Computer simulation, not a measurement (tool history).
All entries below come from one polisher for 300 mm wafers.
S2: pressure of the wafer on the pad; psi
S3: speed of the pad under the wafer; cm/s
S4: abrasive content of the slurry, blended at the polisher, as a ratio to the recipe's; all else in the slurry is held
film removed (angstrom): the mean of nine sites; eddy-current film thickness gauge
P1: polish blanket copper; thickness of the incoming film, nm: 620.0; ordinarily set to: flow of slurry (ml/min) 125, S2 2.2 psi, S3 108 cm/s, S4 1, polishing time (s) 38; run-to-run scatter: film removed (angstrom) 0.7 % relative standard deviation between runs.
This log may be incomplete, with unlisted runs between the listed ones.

{"run": 1, "day": 0.175, "flow of slurry (ml/min)": 125, "S2": 2.2, "S3": 108, "S4": 1, "polishing time (s)": 38, "film removed (angstrom)": 824.74}
{"run": 2, "day": 0.325, "flow of slurry (ml/min)": 200, "S2": 2.2, "S3": 108, "S4": 1, "polishing time (s)": 38, "film removed (angstrom)": 900.37}
{"day": 0.375, "done": "head pressure recalibrated"}
{"run": 3, "day": 0.517, "flow of slurry (ml/min)": 125, "S2": 2.2, "S3": 70, "S4": 1, "polishing time (s)": 38, "film removed (angstrom)": 543.4}
{"run": 4, "day": 0.704, "flow of slurry (ml/min)": 125, "S2": 2.2, "S3": 108, "S4": 1, "polishing time (s)": 38, "film removed (angstrom)": 843.96}
{"run": 5, "day": 0.833, "flow of slurry (ml/min)": 125, "S2": 1, "S3": 108, "S4": 1, "polishing time (s)": 38, "film removed (angstrom)": 378.34}
{"run": 6, "day": 0.933, "flow of slurry (ml/min)": 125, "S2": 2.2, "S3": 108, "S4": 1, "polishing time (s)": 24, "film removed (angstrom)": 528.91}
{"run": 7, "day": 1.054, "flow of slurry (ml/min)": 125, "S2": 2.2, "S3": 108, "S4": 1, "polishing time (s)": 38, "film removed (angstrom)": 844.57}
{"run": 8, "day": 1.229, "flow of slurry (ml/min)": 125, "S2": 2.2, "S3": 108, "S4": 1.25, "polishing time (s)": 38, "film removed (angstrom)": 877.85}
{"run": 9, "day": 1.367, "flow of slurry (ml/min)": 125, "S2": 3.2, "S3": 108, "S4": 1, "polishing time (s)": 38, "film removed (angstrom)": 1231.8}
{"run": 10, "day": 1.554, "flow of slurry (ml/min)": 125, "S2": 2.2, "S3": 108, "S4": 1, "polishing time (s)": 50, "film removed (angstrom)": 1108.1}
{"run": 11, "day": 1.733, "flow of slurry (ml/min)": 75, "S2": 2.2, "S3": 108, "S4": 1, "polishing time (s)": 38, "film removed (angstrom)": 745.74}
{"run": 12, "day": 1.921, "flow of slurry (ml/min)": 125, "S2": 2.2, "S3": 108, "S4": 1, "polishing time (s)": 38, "film removed (angstrom)": 840.37}
{"run": 13, "day": 2.029, "flow of slurry (ml/min)": 125, "S2": 2.2, "S3": 108, "S4": 1, "polishing time (s)": 38, "film removed (angstrom)": 848.77}
{"day": 2.083, "done": "slurry blender recalibrated"}
{"run": 14, "day": 2.125, "flow of slurry (ml/min)": 125, "S2": 2.2, "S3": 108, "S4": 1, "polishing time (s)": 38, "film removed (angstrom)": 835.25}
{"run": 15, "day": 2.317, "flow of slurry (ml/min)": 125, "S2": 2.2, "S3": 108, "S4": 1, "polishing time (s)": 38, "film removed (angstrom)": 845}
{"run": 16, "day": 2.45, "flow of slurry (ml/min)": 125, "S2": 3, "S3": 58, "S4": 1, "polishing time (s)": 38, "film removed (angstrom)": 619.41}
{"run": 17, "day": 2.65, "flow of slurry (ml/min)": 125, "S2": 2.2, "S3": 108, "S4": 0.75, "polishing time (s)": 38, "film removed (angstrom)": 782.22}
{"run": 18, "day": 2.775, "flow of slurry (ml/min)": 125, "S2": 2.2, "S3": 138, "S4": 1, "polishing time (s)": 38, "film removed (angstrom)": 1071.3}
{"run": 19, "day": 2.867, "flow of slurry (ml/min)": 125, "S2": 2.2, "S3": 108, "S4": 1, "polishing time (s)": 38, "film removed (angstrom)": 841.16}

The next listed run, before its measurement:
{"run": 20, "day": 2.975, "flow of slurry (ml/min)": 125, "S2": 2.2, "S3": 108, "S4": 1, "polishing time (s)": 38, "film removed (angstrom)": "?"}

Run 20 measured film removed (angstrom) 808.27.
